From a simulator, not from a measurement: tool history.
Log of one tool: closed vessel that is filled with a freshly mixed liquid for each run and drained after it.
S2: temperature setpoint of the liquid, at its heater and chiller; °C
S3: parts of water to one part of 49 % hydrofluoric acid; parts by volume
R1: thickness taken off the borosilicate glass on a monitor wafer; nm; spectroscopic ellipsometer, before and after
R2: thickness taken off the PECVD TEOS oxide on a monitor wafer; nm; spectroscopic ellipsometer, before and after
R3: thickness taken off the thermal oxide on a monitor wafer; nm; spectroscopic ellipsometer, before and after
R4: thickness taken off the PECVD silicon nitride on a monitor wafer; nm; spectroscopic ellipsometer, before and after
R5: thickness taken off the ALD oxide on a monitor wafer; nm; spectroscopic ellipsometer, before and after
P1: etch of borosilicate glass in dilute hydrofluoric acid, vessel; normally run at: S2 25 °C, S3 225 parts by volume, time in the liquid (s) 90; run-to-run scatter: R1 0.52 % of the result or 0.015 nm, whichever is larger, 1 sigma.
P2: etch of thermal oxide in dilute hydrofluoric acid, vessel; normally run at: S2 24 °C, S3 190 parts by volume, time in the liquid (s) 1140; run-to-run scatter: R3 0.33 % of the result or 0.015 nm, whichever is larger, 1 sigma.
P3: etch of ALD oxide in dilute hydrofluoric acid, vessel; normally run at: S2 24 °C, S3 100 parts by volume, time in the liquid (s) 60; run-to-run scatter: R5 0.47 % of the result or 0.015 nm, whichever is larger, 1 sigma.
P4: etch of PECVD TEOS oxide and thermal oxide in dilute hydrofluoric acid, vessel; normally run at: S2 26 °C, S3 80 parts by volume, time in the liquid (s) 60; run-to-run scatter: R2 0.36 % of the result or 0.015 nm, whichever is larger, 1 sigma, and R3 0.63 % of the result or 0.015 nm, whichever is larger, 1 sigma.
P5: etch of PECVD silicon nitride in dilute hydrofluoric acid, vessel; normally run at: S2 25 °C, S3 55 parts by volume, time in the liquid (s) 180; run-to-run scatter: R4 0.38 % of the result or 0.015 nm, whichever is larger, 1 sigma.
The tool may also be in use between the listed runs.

Run 1, hour 2.7: process that ran P1, S2 25 °C, S3 225 parts by volume, time in the liquid (s) 90. Result: R1 10.791 nm.
Run 2, hour 6.9: process that ran P1, S2 25 °C, S3 225 parts by volume, time in the liquid (s) 90. Result: R1 10.79 nm.
Run 3, hour 11.1: process that ran P1, S2 25 °C, S3 310 parts by volume, time in the liquid (s) 90. Result: R1 7.1535 nm.
Run 4, hour 13.4: process that ran P1, S2 25 °C, S3 50 parts by volume, time in the liquid (s) 130. Result: R1 86.504 nm.
Run 5, hour 17.7: process that ran P1, S2 25 °C, S3 225 parts by volume, time in the liquid (s) 90. Result: R1 10.846 nm.
Run 6, hour 20.1: process that ran P1, S2 29.5 °C, S3 225 parts by volume, time in the liquid (s) 90. Result: R1 12.713 nm.
Run 7, hour 22.9: process that ran P4, S2 26 °C, S3 125 parts by volume, time in the liquid (s) 60. Result: R2 10.839 nm, R3 2.3435 nm.
Run 8, hour 24.9: process that ran P1, S2 25 °C, S3 225 parts by volume, time in the liquid (s) 90. Result: R1 10.852 nm.
Run 9, hour 28.7: process that ran P2, S2 24 °C, S3 190 parts by volume, time in the liquid (s) 1140. Result: R3 24.342 nm.
Run 10, hour 31.7: process that ran P5, S2 25 °C, S3 55 parts by volume, time in the liquid (s) 365. Result: R4 26.725 nm.
Run 11, hour 35.7: process that ran P1, S2 25 °C, S3 225 parts by volume, time in the liquid (s) 90. Result: R1 10.717 nm.
Run 12, hour 38.4: process that ran P3, S2 24 °C, S3 100 parts by volume, time in the liquid (s) 60. Result: R5 19.321 nm.
Run 13, hour 40.9: process that ran P2, S2 24 °C, S3 190 parts by volume, time in the liquid (s) 1140. Result: R3 24.487 nm.
Run 14, hour 43.1: process that ran P5, S2 25 °C, S3 90 parts by volume, time in the liquid (s) 180. Result: R4 8.1395 nm.
Run 15, hour 47.5: process that ran P5, S2 25 °C, S3 55 parts by volume, time in the liquid (s) 180. Result: R4 13.103 nm.
Run 16, hour 50.5: process that ran P2, S2 24 °C, S3 65 parts by volume, time in the liquid (s) 1140. Result: R3 82.867 nm.
At hour 51.4: hydrofluoric acid flow meter replaced.
Run 17, hour 54.6: process that ran P5, S2 25 °C, S3 55 parts by volume, time in the liquid (s) 180. Result: R4 13.147 nm.
Run 18, hour 57.8: process that ran P1, S2 25 °C, S3 225 parts by volume, time in the liquid (s) 150. Result: R1 18.138 nm.
Run 19, hour 62: process that ran P3, S2 24 °C, S3 155 parts by volume, time in the liquid (s) 60. Result: R5 11.77 nm.
Run 20, hour 64.3: process that ran P2, S2 24 °C, S3 190 parts by volume, time in the liquid (s) 2075. Result: R3 44.449 nm.
Run 21, hour 67: process that ran P3, S2 24 °C, S3 100 parts by volume, time in the liquid (s) 95. Result: R5 30.799 nm.
Run 22, hour 69.5: process that ran P2, S2 28 °C, S3 190 parts by volume, time in the liquid (s) 1140. Result: R3 28.338 nm.
Run 23, hour 71.6: process that ran P1, S2 25 °C, S3 65 parts by volume, time in the liquid (s) 90. Result: R1 45.325 nm.
Run 24, hour 74.6: process that ran P4, S2 26 °C, S3 80 parts by volume, time in the liquid (s) 60. Result: R2 18.026 nm, R3 3.9172 nm.
Run 25, hour 76.6: process that ran P1, S2 25 °C, S3 225 parts by volume, time in the liquid (s) 30. Result: R1 3.5845 nm.
Run 26, hour 79.1: process that ran P4, S2 26 °C, S3 80 parts by volume, time in the liquid (s) 60. Result: R2 17.917 nm, R3 3.9213 nm.
Run 27, hour 83.2: process that ran P1, S2 17 °C, S3 225 parts by volume, time in the liquid (s) 90. Result: R1 7.9416 nm.
Run 28, hour 87.7: process that ran P3, S2 24 °C, S3 100 parts by volume, time in the liquid (s) 60. Result: R5 19.389 nm.
Run 29, hour 89.9: process that ran P5, S2 32 °C, S3 55 parts by volume, time in the liquid (s) 180. Result: R4 20.861 nm.
Run 30, hour 94.2: process that ran P3, S2 17.5 °C, S3 100 parts by volume, time in the liquid (s) 60. Result: R5 14.888 nm.
Run 31, hour 98.1: process that ran P4, S2 26 °C, S3 80 parts by volume, time in the liquid (s) 30. Result: R2 8.9964 nm, R3 1.952 nm.
Run 32, hour 101.7: process that ran P4, S2 34 °C, S3 80 parts by volume, time in the liquid (s) 60. Result: R2 24.289 nm, R3 5.2661 nm.
Run 33, hour 104.2: process that ran P1, S2 25 °C, S3 225 parts by volume, time in the liquid (s) 90. Result: R1 10.667 nm.
Run 34, hour 107.2: process that ran P1, S2 25 °C, S3 225 parts by volume, time in the liquid (s) 90. Result: R1 10.599 nm.
Run 35, hour 110.8: process that ran P1, S2 25 °C, S3 225 parts by volume, time in the liquid (s) 90. Result: R1 10.373 nm.
Run 36, hour 115: process that ran P1, S2 25 °C, S3 225 parts by volume, time in the liquid (s) 90. Result: R1 10.385 nm.
Run 37, hour 118.3: process that ran P1, S2 25 °C, S3 225 parts by volume, time in the liquid (s) 90. Result: R1 10.244 nm.

Run 38 comes next. What will it give?
Run 38, hour 122.1: process that ran P1, S2 25 °C, S3 225 parts by volume, time in the liquid (s) 90. Result: R1 ?.

R1: 10.143 nm
